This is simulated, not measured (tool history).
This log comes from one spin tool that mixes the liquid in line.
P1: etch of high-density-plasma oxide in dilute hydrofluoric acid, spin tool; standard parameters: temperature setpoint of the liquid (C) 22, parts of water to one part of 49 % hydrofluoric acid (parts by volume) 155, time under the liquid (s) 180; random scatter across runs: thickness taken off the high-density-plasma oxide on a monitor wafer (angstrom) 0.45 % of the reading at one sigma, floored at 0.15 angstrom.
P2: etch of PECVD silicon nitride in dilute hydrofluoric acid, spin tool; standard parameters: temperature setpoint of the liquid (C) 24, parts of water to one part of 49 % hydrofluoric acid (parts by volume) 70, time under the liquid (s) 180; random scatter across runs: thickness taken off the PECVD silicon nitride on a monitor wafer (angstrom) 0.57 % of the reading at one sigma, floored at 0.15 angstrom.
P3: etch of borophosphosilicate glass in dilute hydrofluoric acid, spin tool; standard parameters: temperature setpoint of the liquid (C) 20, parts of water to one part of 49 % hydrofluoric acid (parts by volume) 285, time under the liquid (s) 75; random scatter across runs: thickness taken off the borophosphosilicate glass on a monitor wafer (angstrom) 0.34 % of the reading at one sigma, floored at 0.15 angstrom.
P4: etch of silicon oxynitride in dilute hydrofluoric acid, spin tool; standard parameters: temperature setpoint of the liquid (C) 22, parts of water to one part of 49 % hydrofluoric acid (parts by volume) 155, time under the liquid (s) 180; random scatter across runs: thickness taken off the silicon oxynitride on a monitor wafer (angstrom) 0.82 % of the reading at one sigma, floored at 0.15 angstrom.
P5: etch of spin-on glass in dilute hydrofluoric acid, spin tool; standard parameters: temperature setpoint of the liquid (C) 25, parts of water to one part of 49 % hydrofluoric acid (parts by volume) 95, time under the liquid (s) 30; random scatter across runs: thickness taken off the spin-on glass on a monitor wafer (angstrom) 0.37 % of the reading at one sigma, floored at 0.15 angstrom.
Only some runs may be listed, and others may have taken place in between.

run,hour,process that ran,temperature setpoint of the liquid (C),parts of water to one part of 49 % hydrofluoric acid (parts by volume),time under the liquid (s),hours since the thermometer was replaced,hours since the hydrofluoric acid flow meter was replaced,thickness taken off the high-density-plasma oxide on a monitor wafer (angstrom),thickness taken off the silicon oxynitride on a monitor wafer (angstrom),thickness taken off the spin-on glass on a monitor wafer (angstrom),thickness taken off the borophosphosilicate glass on a monitor wafer (angstrom),thickness taken off the PECVD silicon nitride on a monitor wafer (angstrom)
1,4.2,P1,22,155,180,384.7,192.1,51.832,,,,
2,9.4,P4,17,155,180,389.9,197.3,,19.207,,,
3,16.5,P5,30,95,30,397,204.4,,,168.08,,
4,20.7,P1,22,155,180,401.2,208.6,52.36,,,,
5,28,P1,22,155,275,408.5,215.9,79.302,,,,
6,32.8,P1,22,245,180,413.3,220.7,29.785,,,,
7,39,P5,25,95,15,419.5,226.9,,,69.253,,
8,43.3,P1,28.5,155,180,423.8,231.2,66.117,,,,
9,49.7,P4,22,155,300,430.2,237.6,,41.237,,,
10,55.6,P3,20,285,75,436.1,243.5,,,,106.56,
11,60.7,P1,22,155,180,441.2,248.6,51.742,,,,
12,65.1,P2,24,70,25,445.6,253,,,,,6.0575
13,72.1,P1,26,155,60,452.6,260,19.972,,,,
14,76.4,P1,22,155,15,456.9,264.3,4.193,,,,
15,80,P5,25,145,30,460.5,267.9,,,85.251,,
16,83.5,P3,20,285,75,464,271.4,,,,106.84,
17,89.9,P2,19.5,70,180,470.4,277.8,,,,,32.232
18,93.4,P1,22,50,180,473.9,281.3,181.94,,,,
19,97.9,P5,25,95,30,478.4,285.8,,,138.25,,
20,103.5,P1,18,155,180,484,291.4,44.278,,,,
21,108.5,P1,22,55,350,489,296.4,319.57,,,,
22,115.1,P1,22,155,180,495.6,303,52.147,,,,
23,120.3,P1,28,250,180,500.8,308.2,35.631,,,,
24,126.6,P3,20,285,15,507.1,314.5,,,,21.268,
25,129.8,P1,22,155,180,510.3,317.7,52.276,,,,
26,133.8,P3,24.5,285,75,514.3,321.7,,,,125.12,
27,139,P2,24,70,180,519.5,326.9,,,,,42.836
28,145.6,P4,22,85,180,526.1,333.5,,47.175,,,
29,151,P1,22,155,180,531.5,338.9,51.87,,,,

Expected results for the next run?
30,156.2,P1,22,155,180,536.7,344.1,?,,,,

Run 30 came out at thickness taken off the high-density-plasma oxide on a monitor wafer (angstrom) 51.285.
